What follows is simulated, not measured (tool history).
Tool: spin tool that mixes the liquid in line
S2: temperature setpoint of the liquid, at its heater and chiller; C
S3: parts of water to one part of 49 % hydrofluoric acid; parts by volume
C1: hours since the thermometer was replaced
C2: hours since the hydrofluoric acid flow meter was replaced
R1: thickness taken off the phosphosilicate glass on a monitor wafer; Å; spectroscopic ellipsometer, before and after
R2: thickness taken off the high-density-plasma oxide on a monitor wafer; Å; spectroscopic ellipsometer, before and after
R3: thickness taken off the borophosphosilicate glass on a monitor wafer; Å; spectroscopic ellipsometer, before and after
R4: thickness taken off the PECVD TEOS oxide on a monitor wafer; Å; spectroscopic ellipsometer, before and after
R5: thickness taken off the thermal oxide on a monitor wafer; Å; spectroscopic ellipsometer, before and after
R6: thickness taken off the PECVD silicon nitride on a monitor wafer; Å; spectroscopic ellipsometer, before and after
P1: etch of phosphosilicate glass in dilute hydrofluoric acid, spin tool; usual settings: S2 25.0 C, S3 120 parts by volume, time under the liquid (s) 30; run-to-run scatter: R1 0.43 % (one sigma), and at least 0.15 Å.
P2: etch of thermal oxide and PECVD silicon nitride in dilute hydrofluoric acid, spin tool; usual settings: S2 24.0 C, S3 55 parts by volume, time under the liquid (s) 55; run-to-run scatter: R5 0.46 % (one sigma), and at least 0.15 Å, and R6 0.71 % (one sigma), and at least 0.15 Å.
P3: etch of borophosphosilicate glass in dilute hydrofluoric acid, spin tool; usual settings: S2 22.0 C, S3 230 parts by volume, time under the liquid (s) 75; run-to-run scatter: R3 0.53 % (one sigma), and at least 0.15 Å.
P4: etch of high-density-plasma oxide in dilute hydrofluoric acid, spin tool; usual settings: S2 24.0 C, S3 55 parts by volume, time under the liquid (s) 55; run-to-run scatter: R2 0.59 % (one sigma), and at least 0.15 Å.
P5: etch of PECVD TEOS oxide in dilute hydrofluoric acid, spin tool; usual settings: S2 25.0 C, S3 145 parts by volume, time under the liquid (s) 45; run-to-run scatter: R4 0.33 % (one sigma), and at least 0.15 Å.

run 1 day=0.358 | process_that_ran=P1 S2=25.0 S3=120 time_under_the_liquid_(s)=30 | C1=810.5 C2=944.0 | R1=204.280
run 2 day=0.692 | process_that_ran=P4 S2=24.0 S3=55 time_under_the_liquid_(s)=15 | C1=818.5 C2=952.0 | R2=14.548
run 3 day=1.021 | process_that_ran=P3 S2=22.0 S3=230 time_under_the_liquid_(s)=75 | C1=826.4 C2=959.9 | R3=124.26
run 4 day=1.471 | process_that_ran=P5 S2=25.0 S3=145 time_under_the_liquid_(s)=20 | C1=837.2 C2=970.7 | R4=29.049
run 5 day=1.908 | process_that_ran=P2 S2=24.0 S3=55 time_under_the_liquid_(s)=55 | C1=847.7 C2=981.2 | R5=50.850 R6=31.111
run 6 day=2.183 | process_that_ran=P2 S2=24.0 S3=55 time_under_the_liquid_(s)=55 | C1=854.3 C2=987.8 | R5=50.684 R6=30.779
run 7 day=2.458 | process_that_ran=P3 S2=22.0 S3=230 time_under_the_liquid_(s)=75 | C1=860.9 C2=994.4 | R3=124.80
run 8 day=2.950 | process_that_ran=P1 S2=25.0 S3=195 time_under_the_liquid_(s)=30 | C1=872.7 C2=1006.2 | R1=115.710
run 9 day=3.258 | process_that_ran=P1 S2=21.0 S3=120 time_under_the_liquid_(s)=30 | C1=880.1 C2=1013.6 | R1=174.590
run 10 day=3.746 | process_that_ran=P4 S2=24.0 S3=20 time_under_the_liquid_(s)=55 | C1=891.8 C2=1025.3 | R2=155.150
run 11 day=4.012 | process_that_ran=P4 S2=30.5 S3=55 time_under_the_liquid_(s)=55 | C1=898.2 C2=1031.7 | R2=70.003
run 12 day=4.371 | process_that_ran=P1 S2=25.0 S3=120 time_under_the_liquid_(s)=30 | C1=906.8 C2=1040.3 | R1=203.950
run 13 day=4.750 | process_that_ran=P5 S2=25.0 S3=145 time_under_the_liquid_(s)=45 | C1=915.9 C2=1049.4 | R4=65.045
run 14 day=5.042 | process_that_ran=P1 S2=25.0 S3=120 time_under_the_liquid_(s)=30 | C1=922.9 C2=1056.4 | R1=205.740
run 15 day=5.375 | process_that_ran=P2 S2=24.0 S3=55 time_under_the_liquid_(s)=100 | C1=930.9 C2=1064.4 | R5=92.098 R6=57.487
run 16 day=5.792 | process_that_ran=P1 S2=25.0 S3=120 time_under_the_liquid_(s)=30 | C1=940.9 C2=1074.4 | R1=204.890
run 17 day=6.033 | process_that_ran=P1 S2=25.0 S3=25 time_under_the_liquid_(s)=30 | C1=946.7 C2=1080.2 | R1=1115.000
run 18 day=6.417 | process_that_ran=P5 S2=25.0 S3=230 time_under_the_liquid_(s)=45 | C1=955.9 C2=1089.4 | R4=37.443
run 19 day=6.875 | process_that_ran=P5 S2=18.5 S3=145 time_under_the_liquid_(s)=45 | C1=966.9 C2=1100.4 | R4=50.445
run 20 day=7.188 | process_that_ran=P2 S2=24.0 S3=80 time_under_the_liquid_(s)=55 | C1=974.4 C2=1107.9 | R5=34.021 R6=21.549
run 21 day=7.679 | process_that_ran=P1 S2=25.0 S3=120 time_under_the_liquid_(s)=15 | C1=986.2 C2=1119.7 | R1=102.260
run 22 day=7.912 | process_that_ran=P1 S2=25.0 S3=120 time_under_the_liquid_(s)=30 | C1=991.8 C2=1125.3 | R1=205.710
run 23 day=8.183 | process_that_ran=P1 S2=25.0 S3=175 time_under_the_liquid_(s)=55 | C1=998.3 C2=1131.8 | R1=242.000
run 24 day=8.504 | process_that_ran=P3 S2=17.0 S3=230 time_under_the_liquid_(s)=75 | C1=1006.0 C2=1139.5 | R3=103.08
run 25 day=8.762 | process_that_ran=P3 S2=22.0 S3=230 time_under_the_liquid_(s)=145 | C1=1012.2 C2=1145.7 | R3=242.52
run 26 day=9.108 | process_that_ran=P3 S2=22.0 S3=60 time_under_the_liquid_(s)=75 | C1=1020.5 C2=1154.0 | R3=577.30
run 27 day=9.429 | process_that_ran=P1 S2=32.0 S3=120 time_under_the_liquid_(s)=55 | C1=1028.2 C2=1161.7 | R1=490.060
run 28 day=9.688 | process_that_ran=P4 S2=24.0 S3=55 time_under_the_liquid_(s)=55 | C1=1034.4 C2=1167.9 | R2=53.508
run 29 day=10.033 | process_that_ran=P5 S2=25.0 S3=145 time_under_the_liquid_(s)=45 | C1=1042.7 C2=1176.2 | R4=65.558
run 30 day=10.271 | process_that_ran=P1 S2=25.0 S3=120 time_under_the_liquid_(s)=30 | C1=1048.4 C2=1181.9 | R1=203.400
run 31 day=10.771 | process_that_ran=P1 S2=30.5 S3=120 time_under_the_liquid_(s)=30 | C1=1060.4 C2=1193.9 | R1=255.570
run 32 day=11.204 | process_that_ran=P2 S2=32.5 S3=55 time_under_the_liquid_(s)=55 | C1=1070.8 C2=1204.3 | R5=71.217 R6=53.499
run 33 day=11.629 | process_that_ran=P1 S2=17.5 S3=190 time_under_the_liquid_(s)=30 | C1=1081.0 C2=1214.5 | R1=89.126
run 34 day=12.133 | process_that_ran=P1 S2=25.0 S3=120 time_under_the_liquid_(s)=50 | C1=1093.1 C2=1226.6 | R1=340.200
run 35 day=12.446 | process_that_ran=P1 S2=25.0 S3=120 time_under_the_liquid_(s)=30 | C1=1100.6 C2=1234.1 | R1=205.380
run 36 day=12.846 | process_that_ran=P1 S2=25.0 S3=120 time_under_the_liquid_(s)=30 | C1=1110.2 C2=1243.7 | R1=201.680
run 37 day=13.192 | process_that_ran=P1 S2=25.0 S3=120 time_under_the_liquid_(s)=30 | C1=1118.5 C2=1252.0 | R1=196.260
run 38 day=13.704 | process_that_ran=P1 S2=25.0 S3=120 time_under_the_liquid_(s)=30 | C1=1130.8 C2=1264.3 | R1=194.870
run 39 day=14.100 | process_that_ran=P1 S2=25.0 S3=120 time_under_the_liquid_(s)=30 | C1=1140.3 C2=1273.8 | R1=194.830
run 40 day=14.367 | process_that_ran=P1 S2=25.0 S3=120 time_under_the_liquid_(s)=30 | C1=1146.7 C2=1280.2 | R1=194.180
run 41 day=14.662 | process_that_ran=P1 S2=25.0 S3=120 time_under_the_liquid_(s)=30 | C1=1153.8 C2=1287.3 | R1=192.920
run 42 day=14.958 | process_that_ran=P1 S2=25.0 S3=120 time_under_the_liquid_(s)=30 | C1=1160.9 C2=1294.4 | R1=194.310

What P1 gives has crept away from where it was. These 2 causes fit the log equally well, each at the size given:
A: liquid colder than its thermometer reads (K) = 1.43
B: hydrofluoric acid flow below the setpoint (%) = 4.72
The creep began at about day 12.446.

4 check runs are offered, each on 2 wafers whose results are averaged, their results left as question marks. Which one tells the causes apart?
run check 1 day=15.254 | process_that_ran=P3 S2=22.0 S3=160 time_under_the_liquid_(s)=100 | R3=?
run check 2 day=15.254 | process_that_ran=P5 S2=19.0 S3=225 time_under_the_liquid_(s)=45 | R4=?
run check 3 day=15.254 | process_that_ran=P2 S2=31.5 S3=55 time_under_the_liquid_(s)=90 | R5=? R6=?
run check 4 day=15.254 | process_that_ran=P4 S2=29.5 S3=55 time_under_the_liquid_(s)=15 | R2=?

What each check would give under each cause:
check=check_1 result=R3 if_A=242.33 if_B=242.07
check=check_2 result=R4 if_A=29.122 if_B=29.027
check=check_3 result=R5 if_A=106.090 if_B=106.400
check=check_3 result=R6 if_A=75.979 if_B=79.346
check=check_4 result=R2 if_A=17.283 if_B=17.353
How far apart the two closest causes lie, in the result that separates them most: check 1 0.1 %; check 2 0.33 %; check 3 4.34 %; check 4 0.4 %
Only check 3 tells the causes apart: in the others they would give nearly the same result.

Check 3 was then run and gave: R5 105.750 Å; R6 75.639 Å. Which cause is it?

It is A: liquid colder than its thermometer reads (K).
